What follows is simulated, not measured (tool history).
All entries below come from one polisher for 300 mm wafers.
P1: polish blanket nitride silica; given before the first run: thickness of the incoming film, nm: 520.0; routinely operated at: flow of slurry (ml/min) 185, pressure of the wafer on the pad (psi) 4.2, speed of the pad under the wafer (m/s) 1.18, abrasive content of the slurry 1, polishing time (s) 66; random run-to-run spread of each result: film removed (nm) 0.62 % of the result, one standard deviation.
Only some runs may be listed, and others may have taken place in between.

run	hour	flow of slurry (ml/min)	pressure of the wafer on the pad (psi)	speed of the pad under the wafer (m/s)	abrasive content of the slurry	polishing time (s)	wafers polished on this pad	hours since the slurry nozzle was cleaned	hours since the head pressure was calibrated	hours since the slurry blender was calibrated	hours since the conditioning disc was replaced	film removed (nm)
1	5.4	185	4.2	1.18	1	66	589	91.1	879.7	248.4	145.7	45.497
2	11.2	185	4.2	1.18	1	66	636	96.9	885.5	254.2	151.5	45.95
3	17.9	110	4.2	1.18	1	66	690	103.6	892.2	260.9	158.2	41.554
4	22.3	185	4.2	1.18	1	66	725	108	896.6	265.3	162.6	45.281
5	28.2	185	4.2	1.18	1	34	773	113.9	902.5	271.2	168.5	23.554
6	34.1	185	4.2	1.18	0.75	66	821	119.8	908.4	277.1	174.4	39.707
7	40.9	185	4.2	0.54	1	66	875	126.6	915.2	283.9	181.2	24.614
8	45.3	250	4.2	1.18	1	66	911	131	919.6	288.3	185.6	47.881
9	51.5	185	6.4	1.18	1	66	961	137.2	925.8	294.5	191.8	70.434
10	57.3	185	4.2	1.18	1	66	1008	143	931.6	300.3	197.6	45.921
11	63	185	4.2	1.18	1	93	1054	148.7	937.3	306	203.3	63.933
12	69.1	185	4.2	1.8	1	66	1103	154.8	943.4	312.1	209.4	63.773
13	74.8	185	4.2	1.18	1	66	1149	160.5	949.1	317.8	215.1	45.822
14	78.3	185	4.2	1.8	1.2	66	1178	164	952.6	321.3	218.6	68.679
15	82.8	185	2	1.18	1	66	1214	168.5	957.1	325.8	223.1	21.606
16	88.9	185	4.2	1.18	1.5	66	1263	174.6	963.2	331.9	229.2	53.639
17	93.7	185	4.2	1.18	1	66	1302	179.4	968	336.7	234	45.973
18	97.4	185	4.2	1.18	1	66	1332	183.1	971.7	340.4	237.7	43.678

Run 19 comes next. What will it give?
19	101.1	185	4.2	1.18	1	66	1362	186.8	975.4	344.1	241.4	?

{"run 19": {"film removed (nm)": 42.84}}

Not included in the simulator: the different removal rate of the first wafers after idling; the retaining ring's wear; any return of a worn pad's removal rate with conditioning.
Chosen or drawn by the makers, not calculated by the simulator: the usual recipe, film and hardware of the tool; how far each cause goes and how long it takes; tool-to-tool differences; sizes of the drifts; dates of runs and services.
